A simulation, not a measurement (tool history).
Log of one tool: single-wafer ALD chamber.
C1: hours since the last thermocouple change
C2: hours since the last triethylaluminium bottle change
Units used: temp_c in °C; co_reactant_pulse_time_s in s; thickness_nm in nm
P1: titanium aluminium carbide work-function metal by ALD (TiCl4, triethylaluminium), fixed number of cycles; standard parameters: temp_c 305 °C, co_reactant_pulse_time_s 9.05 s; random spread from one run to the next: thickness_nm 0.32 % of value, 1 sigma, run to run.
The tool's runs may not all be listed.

{"run": 1, "hour": 4.3, "temp_c": 305, "co_reactant_pulse_time_s": 9.05, "C1": 259.5, "C2": 141, "thickness_nm": 2.0016}
{"run": 2, "hour": 12.8, "temp_c": 305, "co_reactant_pulse_time_s": 3.42, "C1": 268, "C2": 149.5, "thickness_nm": 1.4449}
{"run": 3, "hour": 18.6, "temp_c": 305, "co_reactant_pulse_time_s": 9.05, "C1": 273.8, "C2": 155.3, "thickness_nm": 1.9777}
{"run": 4, "hour": 25.4, "temp_c": 305, "co_reactant_pulse_time_s": 9.05, "C1": 280.6, "C2": 162.1, "thickness_nm": 1.9888}
{"run": 5, "hour": 32.9, "temp_c": 305, "co_reactant_pulse_time_s": 9.05, "C1": 288.1, "C2": 169.6, "thickness_nm": 1.9863}
{"run": 6, "hour": 37.4, "temp_c": 305, "co_reactant_pulse_time_s": 13.12, "C1": 292.6, "C2": 174.1, "thickness_nm": 2.0472}
{"run": 7, "hour": 45.4, "temp_c": 287, "co_reactant_pulse_time_s": 9.05, "C1": 300.6, "C2": 182.1, "thickness_nm": 1.8298}
{"hour": 46.8, "done": "thermocouple changed; heater temperature recalibrated"}
{"run": 8, "hour": 54.1, "temp_c": 305, "co_reactant_pulse_time_s": 9.05, "C1": 7.3, "C2": 190.8, "thickness_nm": 1.9697}
{"run": 9, "hour": 58.8, "temp_c": 328, "co_reactant_pulse_time_s": 9.05, "C1": 12, "C2": 195.5, "thickness_nm": 2.189}
{"run": 10, "hour": 66.9, "temp_c": 305, "co_reactant_pulse_time_s": 9.05, "C1": 20.1, "C2": 203.6, "thickness_nm": 1.9879}
{"run": 11, "hour": 72.8, "temp_c": 305, "co_reactant_pulse_time_s": 9.05, "C1": 26, "C2": 209.5, "thickness_nm": 1.9852}
{"run": 12, "hour": 78.4, "temp_c": 318, "co_reactant_pulse_time_s": 12.26, "C1": 31.6, "C2": 215.1, "thickness_nm": 2.1678}
{"run": 13, "hour": 83.0, "temp_c": 305, "co_reactant_pulse_time_s": 9.05, "C1": 36.2, "C2": 219.7, "thickness_nm": 1.99}
{"run": 14, "hour": 89.1, "temp_c": 305, "co_reactant_pulse_time_s": 9.05, "C1": 42.3, "C2": 225.8, "thickness_nm": 1.9744}
{"run": 15, "hour": 94.2, "temp_c": 305, "co_reactant_pulse_time_s": 9.05, "C1": 47.4, "C2": 230.9, "thickness_nm": 1.9522}
{"run": 16, "hour": 98.8, "temp_c": 305, "co_reactant_pulse_time_s": 9.05, "C1": 52, "C2": 235.5, "thickness_nm": 1.9676}
{"run": 17, "hour": 105.9, "temp_c": 305, "co_reactant_pulse_time_s": 9.05, "C1": 59.1, "C2": 242.6, "thickness_nm": 1.9654}
{"run": 18, "hour": 112.6, "temp_c": 305, "co_reactant_pulse_time_s": 9.05, "C1": 65.8, "C2": 249.3, "thickness_nm": 1.9556}
{"run": 19, "hour": 118.0, "temp_c": 305, "co_reactant_pulse_time_s": 9.05, "C1": 71.2, "C2": 254.7, "thickness_nm": 1.9506}
{"run": 20, "hour": 123.2, "temp_c": 305, "co_reactant_pulse_time_s": 9.05, "C1": 76.4, "C2": 259.9, "thickness_nm": 1.9468}
{"run": 21, "hour": 129.4, "temp_c": 305, "co_reactant_pulse_time_s": 9.05, "C1": 82.6, "C2": 266.1, "thickness_nm": 1.951}

The output of P1 has drifted from where it used to be. Each of the 2 causes below, taken at the size shown beside it, accounts for the log equally well:
A: wafer temperature below the value expected at the setpoint (K) = 4.63
B: triethylaluminium dose below that of a fresh bottle (%) = 11.4
The process output started creeping at around hour 83.

Of the 4 check runs listed below, each run on one wafer and each result written as a question mark, which would let you distinguish the listed causes because they would give clearly different results?
{"run": "check 1", "hour": 135.6, "temp_c": 291, "co_reactant_pulse_time_s": 9.05, "thickness_nm": "?"}
{"run": "check 2", "hour": 135.6, "temp_c": 289, "co_reactant_pulse_time_s": 9.05, "thickness_nm": "?"}
{"run": "check 3", "hour": 135.6, "temp_c": 328, "co_reactant_pulse_time_s": 9.05, "thickness_nm": "?"}
{"run": "check 4", "hour": 135.6, "temp_c": 305, "co_reactant_pulse_time_s": 4.35, "thickness_nm": "?"}

What every check run would give for each of its results, assuming each possible cause in turn:
check=check_1 result=thickness_nm if_A=1.8294 if_B=1.8312
check=check_2 result=thickness_nm if_A=1.8127 if_B=1.8148
check=check_3 result=thickness_nm if_A=2.143 if_B=2.1398
check=check_4 result=thickness_nm if_A=1.5823 if_B=1.5277
Gap, in per cent, between the two causes that each check separates least, read from the result that separates them most: check 1 0.1 %; check 2 0.12 %; check 3 0.15 %; check 4 3.51 %
Of the check runs offered, only check 4 discriminates between the causes; the rest would read about the same regardless of which cause applies.

The results of check 4 are: thickness_nm 1.519 nm. Based on these, which of the listed causes is it?

Of the candidate causes, it is B: triethylaluminium dose below that of a fresh bottle (%).
